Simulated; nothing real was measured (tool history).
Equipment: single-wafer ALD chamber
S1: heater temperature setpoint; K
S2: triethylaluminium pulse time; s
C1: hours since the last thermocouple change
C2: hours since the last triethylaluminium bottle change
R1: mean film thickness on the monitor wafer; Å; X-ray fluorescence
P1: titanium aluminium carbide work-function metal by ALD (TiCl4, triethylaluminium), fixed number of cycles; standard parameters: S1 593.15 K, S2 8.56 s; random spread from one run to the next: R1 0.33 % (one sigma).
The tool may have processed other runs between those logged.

Run 1, hour 9.6: S1 593.15 K, S2 8.56 s; C1 486.5; C2 780.4. Result: R1 21.274 Å.
Run 2, hour 17.9: S1 593.15 K, S2 8.56 s; C1 494.8; C2 788.7. Result: R1 21.396 Å.
Run 3, hour 24.2: S1 593.15 K, S2 8.56 s; C1 501.1; C2 795.0. Result: R1 21.324 Å.
Run 4, hour 36.6: S1 593.15 K, S2 12.18 s; C1 513.5; C2 807.4. Result: R1 22.210 Å.
Run 5, hour 45.7: S1 569.15 K, S2 8.56 s; C1 522.6; C2 816.5. Result: R1 19.323 Å.
Run 6, hour 58.8: S1 593.15 K, S2 8.56 s; C1 535.7; C2 829.6. Result: R1 21.249 Å.
Run 7, hour 66.7: S1 618.15 K, S2 8.56 s; C1 543.6; C2 837.5. Result: R1 23.635 Å.
Run 8, hour 79.8: S1 611.15 K, S2 3.48 s; C1 556.7; C2 850.6. Result: R1 16.829 Å.
Run 9, hour 89.1: S1 593.15 K, S2 3.14 s; C1 566.0; C2 859.9. Result: R1 14.792 Å.
Run 10, hour 102.8: S1 593.15 K, S2 8.56 s; C1 579.7; C2 873.6. Result: R1 21.202 Å.
Run 11, hour 110.8: S1 593.15 K, S2 8.56 s; C1 587.7; C2 881.6. Result: R1 21.306 Å.
Run 12, hour 124.1: S1 593.15 K, S2 8.56 s; C1 601.0; C2 894.9. Result: R1 21.283 Å.
Run 13, hour 137.2: S1 593.15 K, S2 8.56 s; C1 614.1; C2 908.0. Result: R1 21.057 Å.
Run 14, hour 143.8: S1 593.15 K, S2 8.56 s; C1 620.7; C2 914.6. Result: R1 21.063 Å.
Run 15, hour 156.8: S1 593.15 K, S2 8.56 s; C1 633.7; C2 927.6. Result: R1 21.006 Å.
Run 16, hour 166.5: S1 593.15 K, S2 8.56 s; C1 643.4; C2 937.3. Result: R1 21.081 Å.
Run 17, hour 179.4: S1 593.15 K, S2 8.56 s; C1 656.3; C2 950.2. Result: R1 20.918 Å.
Run 18, hour 189.0: S1 593.15 K, S2 8.56 s; C1 665.9; C2 959.8. Result: R1 20.783 Å.

Run 19 is up next; what results do you expect?
Run 19, hour 201.3: S1 593.15 K, S2 8.56 s; C1 678.2; C2 972.1. Result: R1 ?.

{"run 19": {"R1": 20.935}}
